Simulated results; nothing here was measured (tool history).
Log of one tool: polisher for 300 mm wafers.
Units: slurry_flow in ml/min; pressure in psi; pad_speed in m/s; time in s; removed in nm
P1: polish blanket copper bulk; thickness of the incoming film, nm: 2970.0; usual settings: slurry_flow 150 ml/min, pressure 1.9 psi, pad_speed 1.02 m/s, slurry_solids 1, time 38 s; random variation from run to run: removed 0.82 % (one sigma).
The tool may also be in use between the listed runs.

| run | hour | slurry_flow | pressure | pad_speed | slurry_solids | time | removed |
|---|---|---|---|---|---|---|---|
| 1 | 6.9 | 150 | 1.9 | 1.02 | 1 | 38 | 206.71 |
| 2 | 16.7 | 150 | 1.9 | 1.02 | 1 | 38 | 210.1 |
| 3 | 22.1 | 150 | 1.9 | 1.02 | 1 | 38 | 204.73 |
| 4 | 30.7 | 150 | 1.9 | 1.02 | 1 | 18 | 96.86 |
|  | 36.6 | slurry nozzle cleaned |
| 5 | 39.1 | 150 | 2.7 | 1.02 | 1 | 38 | 292.15 |
| 6 | 45.9 | 150 | 1.9 | 1.02 | 1 | 60 | 321.96 |
| 7 | 54.7 | 150 | 1.9 | 1.02 | 1.35 | 38 | 215.23 |
| 8 | 61.5 | 150 | 1.9 | 1.02 | 1 | 38 | 203.37 |
| 9 | 70.3 | 150 | 0.9 | 1.02 | 1 | 38 | 96.991 |
| 10 | 79.3 | 150 | 1.9 | 1.38 | 1 | 29 | 212.13 |
| 11 | 87.2 | 150 | 1.9 | 1.02 | 1 | 38 | 206.09 |
| 12 | 94.4 | 150 | 1.9 | 0.46 | 1 | 38 | 93.632 |
| 13 | 104.1 | 105 | 1.9 | 1.02 | 1 | 38 | 193.13 |
| 14 | 112.3 | 220 | 1.9 | 1.02 | 1 | 38 | 215.85 |
| 15 | 119.7 | 150 | 1.9 | 1.02 | 0.5 | 38 | 176.22 |
| 16 | 125.1 | 150 | 1.9 | 1.02 | 1 | 38 | 208.81 |
|  | 129.4 | head pressure recalibrated |
| 17 | 130.3 | 150 | 1.9 | 1.6 | 1 | 38 | 324.86 |
| 18 | 138.2 | 150 | 1.9 | 1.02 | 1 | 38 | 205.49 |
| 19 | 144 | 150 | 1.9 | 1.02 | 1 | 38 | 205.53 |
| 20 | 152.5 | 150 | 1.9 | 1.02 | 1 | 38 | 193.73 |

The next listed run, before its measurement:
| 21 | 158.8 | 150 | 1.9 | 1.02 | 1 | 38 | ? |

{"run 21": {"removed": 195.21}}

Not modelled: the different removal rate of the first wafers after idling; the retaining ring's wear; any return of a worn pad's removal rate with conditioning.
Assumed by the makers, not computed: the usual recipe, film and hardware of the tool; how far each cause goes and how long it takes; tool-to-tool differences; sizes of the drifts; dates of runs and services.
